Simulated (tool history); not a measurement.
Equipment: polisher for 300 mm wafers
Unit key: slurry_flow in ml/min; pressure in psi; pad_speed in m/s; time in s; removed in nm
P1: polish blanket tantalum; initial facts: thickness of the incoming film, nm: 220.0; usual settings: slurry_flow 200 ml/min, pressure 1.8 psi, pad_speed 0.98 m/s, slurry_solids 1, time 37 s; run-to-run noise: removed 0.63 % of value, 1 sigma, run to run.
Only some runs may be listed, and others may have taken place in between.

run,hour,slurry_flow,pressure,pad_speed,slurry_solids,time,wafers polished on this pad,hours since the slurry nozzle was cleaned,hours since the head pressure was calibrated,hours since the slurry blender was calibrated,removed
1,7.5,200,1.8,0.98,1,37,781,237.2,532,100.2,61.544
2,12.6,200,1.8,0.98,1,24,847,242.3,537.1,105.3,40.075
3,19.4,140,1.8,0.98,1,50,936,249.1,543.9,112.1,78.639
4,28.9,200,1.8,0.98,1,37,1059,258.6,553.4,121.6,61.406
5,37.2,200,1.8,0.98,1,37,1166,266.9,561.7,129.9,62.207
6,45.4,200,1.8,0.52,1,37,1273,275.1,569.9,138.1,32.627
7,50.8,200,1.8,0.98,1,37,1343,280.5,575.3,143.5,61.598
8,59.7,310,1.8,0.98,1,37,1458,289.4,584.2,152.4,64.691
9,64.4,200,0.8,0.98,1,37,1519,294.1,588.9,157.1,27.498
10,73.6,200,1.3,0.66,1,37,1638,303.3,598.1,166.3,30.087
11,82.4,265,1.8,0.98,1.35,37,1752,312.1,606.9,175.1,68.94
12,90.3,200,1.8,0.98,1,52,1855,320,614.8,183,86.662
13,99.7,145,1.8,0.98,1,37,1977,329.4,624.2,192.4,58.094
14,108,200,2.3,0.98,1,37,2084,337.7,632.5,200.7,78.197
15,117.3,200,1.8,0.98,1,37,2205,347,641.8,210,62.1
16,126.9,200,1.8,1.5,1,37,2329,356.6,651.4,219.6,94.561
17,136.1,200,1.8,0.98,0.6,37,2449,365.8,660.6,228.8,51.409
18,145.8,200,1.8,0.98,1.5,37,2574,375.5,670.3,238.5,67.675
19,150.8,200,1.8,0.98,1,37,2639,380.5,675.3,243.5,62.074
20,160.7,200,1.8,0.98,1,37,2768,390.4,685.2,253.4,57.184
21,165.9,200,1.8,0.98,1,37,2835,395.6,690.4,258.6,56.225
# hour 169.6: worn pad replaced by a new one
# hour 172: slurry nozzle cleaned
22,175.2,200,1.8,0.98,1,37,73,3.2,699.7,267.9,55.934
23,179.8,200,1.8,0.98,1,37,132,7.8,704.3,272.5,54.904
24,184.2,200,1.8,0.98,1,37,190,12.2,708.7,276.9,55.425
25,190.7,200,1.8,0.98,1,37,274,18.7,715.2,283.4,54.935

What P1 gives has crept off from where it sat before. The 2 causes that follow fit the log equally well, each at the size noted:
A: head's pressure below its setpoint, % = 10.8
B: abrasive missing from the slurry, % = 29.9
Onset of the creep was near hour 150.8.
Ruled out, with reasons:
removal rate lost through wear of the pad, %: serviced at hour 169.6, which brought nothing back
slurry flow missing at the pad, %: serviced at hour 172, which brought nothing back

The 4 check runs listed below each average the results of 5 wafers, and their outcomes are marked with question marks. Under which run would the listed causes produce clearly different results?
check 1,197.2,200,1,0.98,1,49,,,,,?
check 2,197.2,270,1,0.98,1,37,,,,,?
check 3,197.2,200,1.8,1.48,1,37,,,,,?
check 4,197.2,200,1.8,0.98,0.75,37,,,,,?

Predicted outcomes, by check and by cause:
check,result,if A,if B
check 1,removed,40.453,40.424
check 2,removed,31.625,31.603
check 3,removed,83.036,82.977
check 4,removed,50.202,49.009
Distance between the nearest two causes, measured in the result of the check that separates them most: check 1 0.07 %; check 2 0.07 %; check 3 0.07 %; check 4 2.4 %
The other checks would show nearly matching results whichever cause is true, so check 4 is the only one that separates the causes.

Then check 4 was run and gave: removed 50.105 nm. Which cause is it?

A is the cause: head's pressure below its setpoint, %.
